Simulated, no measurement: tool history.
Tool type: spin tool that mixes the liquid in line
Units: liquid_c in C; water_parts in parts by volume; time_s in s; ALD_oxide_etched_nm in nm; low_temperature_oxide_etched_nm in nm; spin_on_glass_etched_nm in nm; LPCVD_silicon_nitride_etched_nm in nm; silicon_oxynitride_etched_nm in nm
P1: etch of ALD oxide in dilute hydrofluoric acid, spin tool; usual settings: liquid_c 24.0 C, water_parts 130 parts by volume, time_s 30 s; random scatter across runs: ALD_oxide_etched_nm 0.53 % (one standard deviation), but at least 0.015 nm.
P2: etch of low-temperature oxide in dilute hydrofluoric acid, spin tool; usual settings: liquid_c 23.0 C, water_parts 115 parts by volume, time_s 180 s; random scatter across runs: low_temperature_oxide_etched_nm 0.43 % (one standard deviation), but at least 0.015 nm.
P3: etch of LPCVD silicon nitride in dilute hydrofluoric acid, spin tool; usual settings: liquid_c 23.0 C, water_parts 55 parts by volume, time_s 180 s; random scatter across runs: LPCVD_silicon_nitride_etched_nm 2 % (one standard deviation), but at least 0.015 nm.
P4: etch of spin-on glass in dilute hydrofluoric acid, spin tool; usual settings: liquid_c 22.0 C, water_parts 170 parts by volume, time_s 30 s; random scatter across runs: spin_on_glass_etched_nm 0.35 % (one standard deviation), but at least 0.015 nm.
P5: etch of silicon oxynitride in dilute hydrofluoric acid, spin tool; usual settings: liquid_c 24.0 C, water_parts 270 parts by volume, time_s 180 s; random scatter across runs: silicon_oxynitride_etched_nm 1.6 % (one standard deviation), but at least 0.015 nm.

run	day	process	liquid_c	water_parts	time_s	hours since the thermometer was replaced	hours since the hydrofluoric acid flow meter was replaced	ALD_oxide_etched_nm	low_temperature_oxide_etched_nm	spin_on_glass_etched_nm	LPCVD_silicon_nitride_etched_nm	silicon_oxynitride_etched_nm
1	0.117	P1	24.0	130	30	1597.0	480.0	5.2929				
2	0.225	P2	23.0	115	180	1599.6	482.6		24.789			
3	0.346	P4	17.0	170	30	1602.5	485.5			7.3995		
4	0.429	P3	23.0	55	180	1604.5	487.5				1.35500	
5	0.521	P1	24.0	130	45	1606.7	489.7	8.0152				
6	0.629	P3	19.0	55	180	1609.3	492.3				0.97368	
7	0.804	P5	24.0	270	365	1613.5	496.5					3.07340
8	0.925	P5	30.5	270	180	1616.4	499.4					1.92320
9	1.033	P1	18.0	40	30	1619.0	502.0	14.9670				
10	1.150	P2	23.0	115	180	1621.8	504.8		24.762			
11	1.312	P1	24.0	25	30	1625.7	508.7	31.2130				
12	1.454	P2	23.0	115	335	1629.1	512.1		46.201			
13	1.604	P2	17.5	115	180	1632.7	515.7		19.808			
14	1.688	P3	23.0	100	180	1634.7	517.7				0.71253	
15	1.771	P1	24.0	215	30	1636.7	519.7	2.9274				
16	1.892	P5	24.0	395	180	1639.6	522.6					0.97027
17	2.042	P3	23.0	55	180	1643.2	526.2				1.27730	
18	2.129	P1	24.0	130	30	1645.3	528.3	5.2738				
19	2.246	P4	22.0	170	55	1648.1	531.1			16.7080		
20	2.350	P5	24.0	270	180	1650.6	533.6					1.47820
21	2.475	P1	24.0	130	15	1653.6	536.6	2.6601				
22	2.592	P1	29.0	130	30	1656.4	539.4	6.3621				
23	2.700	P1	24.0	130	30	1659.0	542.0	5.3129				
24	2.788	P1	24.0	130	30	1661.1	544.1	5.2993				
25	2.904	P1	24.0	130	30	1663.9	546.9	5.3708				
26	3.038	P5	24.0	270	180	1667.1	550.1					1.43180
27	3.204	P3	23.0	55	50	1671.1	554.1				0.32376	
28	3.288	P1	19.0	130	30	1673.1	556.1	4.3413				
29	3.400	P4	22.0	170	30	1675.8	558.8			9.0860		
30	3.475	P4	22.0	170	30	1677.6	560.6			9.1119		
31	3.596	P4	22.0	245	30	1680.5	563.5			5.8311		
32	3.683	P2	23.0	30	180	1682.6	565.6		105.680			
33	3.779	P1	24.0	185	15	1684.9	567.9	1.7686				
34	3.946	P1	24.0	130	30	1688.9	571.9	5.3469				
35	4.075	P1	24.0	130	30	1692.0	575.0	5.4085				
36	4.246	P1	24.0	130	30	1696.1	579.1	5.6072				
37	4.404	P1	24.0	130	30	1699.9	582.9	5.6507				
38	4.538	P1	24.0	130	30	1703.1	586.1	5.6504				
39	4.667	P1	24.0	130	30	1706.2	589.2	5.7209				
40	4.829	P1	24.0	130	30	1710.1	593.1	5.7432				
41	4.921	P1	24.0	130	30	1712.3	595.3	5.7528				
42	5.017	P1	24.0	130	30	1714.6	597.6	5.7423				
43	5.150	P1	24.0	130	30	1717.8	600.8	5.7231				
44	5.238	P1	24.0	130	30	1719.9	602.9	5.8180				
45	5.367	P1	24.0	130	30	1723.0	606.0	5.7742				

What P1 gives has crept off from where it sat before. The 2 causes that follow fit the log equally well, each at the size noted:
A: hydrofluoric acid flow above the setpoint (%) = 7.3
B: liquid hotter than its thermometer reads (K) = 2.11
The drift started at roughly day 3.946.

Consider the 4 check runs below, whose results appear as question marks and each of which averages 5 wafers. Which one distinguishes the causes, in that each cause would give it a clearly different result?
check 1	5.496	P2	23.0	115	180				?			
check 2	5.496	P5	24.0	270	180							?
check 3	5.496	P3	23.0	55	180						?	
check 4	5.496	P4	22.0	170	30					?		

What each check would give under each cause:
check	result	if A	if B
check 1	low_temperature_oxide_etched_nm	26.875	26.955
check 2	silicon_oxynitride_etched_nm	1.60150	1.61150
check 3	LPCVD_silicon_nitride_etched_nm	1.39750	1.50330
check 4	spin_on_glass_etched_nm	9.8744	9.8495
Distance between the nearest two causes, measured in the result of the check that separates them most: check 1 0.3 %; check 2 0.62 %; check 3 7.3 %; check 4 0.25 %
The causes can be told apart only by check 3. The other checks would give nearly the same results under each of them.

Check 3 was then run and gave: LPCVD_silicon_nitride_etched_nm 1.40770 nm. Which cause is it?

A is the cause: hydrofluoric acid flow above the setpoint (%).
